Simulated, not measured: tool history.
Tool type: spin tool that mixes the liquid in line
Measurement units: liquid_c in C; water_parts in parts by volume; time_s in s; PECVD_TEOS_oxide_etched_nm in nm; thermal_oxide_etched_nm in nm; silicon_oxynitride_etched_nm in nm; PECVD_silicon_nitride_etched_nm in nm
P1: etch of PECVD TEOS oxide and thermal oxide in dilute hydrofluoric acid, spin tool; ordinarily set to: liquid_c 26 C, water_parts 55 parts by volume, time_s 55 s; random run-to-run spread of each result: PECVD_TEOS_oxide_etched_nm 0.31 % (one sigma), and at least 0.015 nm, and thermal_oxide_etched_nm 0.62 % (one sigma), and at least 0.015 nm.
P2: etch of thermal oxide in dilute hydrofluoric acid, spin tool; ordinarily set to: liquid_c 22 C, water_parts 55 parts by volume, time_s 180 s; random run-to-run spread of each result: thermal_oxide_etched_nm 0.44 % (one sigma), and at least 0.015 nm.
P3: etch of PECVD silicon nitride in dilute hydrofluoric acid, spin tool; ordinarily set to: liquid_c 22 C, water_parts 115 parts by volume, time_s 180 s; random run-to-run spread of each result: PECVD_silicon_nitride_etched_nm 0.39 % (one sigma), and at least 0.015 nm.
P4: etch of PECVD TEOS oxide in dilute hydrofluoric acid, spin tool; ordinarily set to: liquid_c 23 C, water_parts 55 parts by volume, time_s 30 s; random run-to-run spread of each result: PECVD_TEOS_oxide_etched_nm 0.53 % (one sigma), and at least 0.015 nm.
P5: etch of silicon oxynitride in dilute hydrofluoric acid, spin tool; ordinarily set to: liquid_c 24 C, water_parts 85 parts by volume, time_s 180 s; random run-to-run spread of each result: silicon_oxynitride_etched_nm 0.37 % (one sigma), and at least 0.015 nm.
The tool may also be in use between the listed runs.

run   hour  process  liquid_c  water_parts  time_s  PECVD_TEOS_oxide_etched_nm  thermal_oxide_etched_nm  silicon_oxynitride_etched_nm  PECVD_silicon_nitride_etched_nm
  1    4.7       P1        26           55      55                      14.937                   5.3869
  2    7.9       P1        26           55      55                      14.924                   5.3962
  3   12.7       P1      19.5           55      55                      11.472                   4.1271
  4   18.3       P2        22           55      15                                               1.2531
      19.5  -- thermometer replaced
  5   21.6       P1        26           85      15                       2.514                  0.91312
  6     25       P5        24           85     180                                                                             5.8765
  7   28.7       P3        22          115     180                                                                                                              5.9629
  8   31.6       P1        30           55      20                      6.3812                   2.3074
  9   37.1       P5      31.5           85     180                                                                             8.2952
 10   40.1       P4        23           55      30                      12.655
 11   45.4       P1        26           25      55                      34.057                   12.481
 12   49.7       P2        22           55     180                                                15.16
 13   54.5       P2        22           20     180                                                43.55
 14     60       P4        23           55      60                      25.212
 15   64.4       P5        24          140     180                                                                              3.423
 16   67.3       P2        30           55     180                                               20.714
 17   73.2       P1        26           55      55                      14.978                   5.4466
 18   77.5       P4        17           55      30                      9.8043
 19   82.6       P5        24           85      95                                                                             3.0879
 20   86.6       P3        17          115     180                                                                                                              4.2494
 21   91.9       P3        22          210     180                                                                                                              3.3226
 22   95.1       P1        26           55      55                      14.876                   5.4811
 23   98.1       P1      30.5           55      55                      17.832                   6.4467
 24  103.3       P1        26           55      80                      21.738                   8.0223
 25    107       P3        22          115      40                                                                                                              1.3271
 26  109.8       P1        26           55      15                      4.0906                   1.4469
 27  115.1       P1        26           55      55                      14.989                   5.4958
 28  120.3       P1        26           95      55                       8.241                   2.9916
 29    123       P4        23           20      30                      36.659
 30  127.7       P4        23           55      30                      12.821
 31  131.4       P3        22          115     180                                                                                                              5.9472
 32  135.9       P5        24           85     180                                                                             5.8972
 33  140.8       P1        26           55      55                      14.989                   5.3835
 34    145       P1        26           55      55                      15.398                   5.6351
 35  148.3       P1        26           55      55                      15.707                   5.7163
 36  152.3       P1        26           55      55                      15.893                   5.8281
 37  155.2       P1        26           55      55                      15.981                   5.7688
 38    158       P1        26           55      55                      16.113                   5.8078
 39  161.6       P1        26           55      55                      16.081                   5.9245
 40  167.4       P1        26           55      55                      16.191                   5.8437
 41  171.7       P1        26           55      55                      16.217                   5.8927
 42    177       P1        26           55      55                      16.292                   5.9617

Compared with where it was, what P1 gives has crept away. Each cause listed below fits the log as well as the rest, at the size given for it:
A: liquid hotter than its thermometer reads (K) = 2.14
B: hydrofluoric acid flow above the setpoint (%) = 8.28
The onset of the drift is placed at about hour 140.8.

Each of the check runs listed below is run on 5 wafers and reports their average, with the results left as question marks. Pick the one under which the possible causes would lead to clearly different results.
check 1  182.3       P5        30          125     180                                                                                  ?
check 2  182.3       P3        22          185      40                                                                                                                   ?
check 3  182.3       P2      29.5           55     180                                                    ?
check 4  182.3       P4        23           55      50                           ?

Expected result of each check under each candidate cause:
  check                           result     if A     if B
check 1     silicon_oxynitride_etched_nm   5.5716   5.5481
check 2  PECVD_silicon_nitride_etched_nm  0.95634  0.90134
check 3          thermal_oxide_etched_nm   22.217    22.28
check 4       PECVD_TEOS_oxide_etched_nm   23.047   22.987
Smallest distance between any two causes, each pair judged by its most separating result, in per cent: check 1 0.42 %; check 2 5.92 %; check 3 0.28 %; check 4 0.26 %
Check 2 distinguishes between the causes, while the remaining checks would return nearly the same result for all of them.

The results of check 2 are: PECVD_silicon_nitride_etched_nm 0.90173 nm. Based on these, which of the listed causes is it?

B is the cause: hydrofluoric acid flow above the setpoint (%).
